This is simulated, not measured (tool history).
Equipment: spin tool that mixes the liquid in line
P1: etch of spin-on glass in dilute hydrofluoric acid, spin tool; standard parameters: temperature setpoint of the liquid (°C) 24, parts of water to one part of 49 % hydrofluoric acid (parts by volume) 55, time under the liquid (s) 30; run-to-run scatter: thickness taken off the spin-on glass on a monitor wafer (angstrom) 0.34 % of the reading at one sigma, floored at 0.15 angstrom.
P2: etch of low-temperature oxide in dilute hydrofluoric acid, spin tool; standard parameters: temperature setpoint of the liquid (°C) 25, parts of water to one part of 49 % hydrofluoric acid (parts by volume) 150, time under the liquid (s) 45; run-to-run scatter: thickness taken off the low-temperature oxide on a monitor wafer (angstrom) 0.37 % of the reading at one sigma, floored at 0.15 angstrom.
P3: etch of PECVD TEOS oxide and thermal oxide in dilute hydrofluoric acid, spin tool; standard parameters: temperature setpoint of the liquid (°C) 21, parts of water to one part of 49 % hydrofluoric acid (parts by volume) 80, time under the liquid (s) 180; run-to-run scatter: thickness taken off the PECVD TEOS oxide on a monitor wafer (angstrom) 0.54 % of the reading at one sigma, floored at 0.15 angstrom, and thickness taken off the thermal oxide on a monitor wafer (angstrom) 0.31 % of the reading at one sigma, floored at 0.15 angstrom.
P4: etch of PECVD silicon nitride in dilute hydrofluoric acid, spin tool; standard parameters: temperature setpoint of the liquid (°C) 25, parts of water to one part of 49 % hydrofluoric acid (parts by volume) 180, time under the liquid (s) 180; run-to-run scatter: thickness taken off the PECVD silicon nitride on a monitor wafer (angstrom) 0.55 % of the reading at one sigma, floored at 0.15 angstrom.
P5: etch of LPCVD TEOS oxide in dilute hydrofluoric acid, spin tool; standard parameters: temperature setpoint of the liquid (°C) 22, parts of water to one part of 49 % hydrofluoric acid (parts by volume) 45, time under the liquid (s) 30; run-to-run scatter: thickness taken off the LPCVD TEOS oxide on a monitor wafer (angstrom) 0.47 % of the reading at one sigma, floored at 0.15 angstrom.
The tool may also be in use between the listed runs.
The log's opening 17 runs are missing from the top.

run   hour  process that ran  temperature setpoint of the liquid (°C)  parts of water to one part of 49 % hydrofluoric acid (parts by volume)  time under the liquid (s)  thickness taken off the spin-on glass on a monitor wafer (angstrom)  thickness taken off the low-temperature oxide on a monitor wafer (angstrom)  thickness taken off the PECVD TEOS oxide on a monitor wafer (angstrom)  thickness taken off the thermal oxide on a monitor wafer (angstrom)  thickness taken off the LPCVD TEOS oxide on a monitor wafer (angstrom)  thickness taken off the PECVD silicon nitride on a monitor wafer (angstrom)
 18  195.5                P3                                       21                                                                     130                        180                                                                                                                                                                                                                    107.79                                                                59.58
 19  201.9                P2                                       25                                                                     150                         45                                                                                                                                            80.441
 20  214.6                P1                                       24                                                                      90                         30                                                               209.56
 21  227.5                P4                                       25                                                                     180                        180                                                                                                                                                                                                                                                                                                                                                                                                                                              35.741
 22    237                P1                                       24                                                                      55                         30                                                               356.95
 23  247.8                P5                                       22                                                                      20                         30                                                                                                                                                                                                                                                                                                                                                                 870.16
 24  257.6                P1                                       24                                                                      55                         30                                                               355.21
 25  271.8                P5                                       22                                                                      45                         30                                                                                                                                                                                                                                                                                                                                                                 372.67
 26  279.4                P3                                       21                                                                      80                         70                                                                                                                                                                                                                    72.152                                                               39.375
 27  291.4                P1                                       24                                                                      55                         30                                                               359.52
 28  298.2                P1                                       24                                                                      55                         30                                                               358.93
 29  309.8                P4                                       25                                                                      35                        180                                                                                                                                                                                                                                                                                                                                                                                                                                              181.28
 30  317.7                P4                                       25                                                                     180                        345                                                                                                                                                                                                                                                                                                                                                                                                                                              68.442
 31  326.8                P3                                     26.5                                                                      80                        180                                                                                                                                                                                                                    232.77                                                               127.08
 32  333.7                P5                                     29.5                                                                      45                         30                                                                                                                                                                                                                                                                                                                                                                 502.16

Expected results for the next run?
 33  340.4                P1                                       24                                                                      55                         30                                                                    ?

{"run 33": {"thickness taken off the spin-on glass on a monitor wafer (angstrom)": 358.23}}
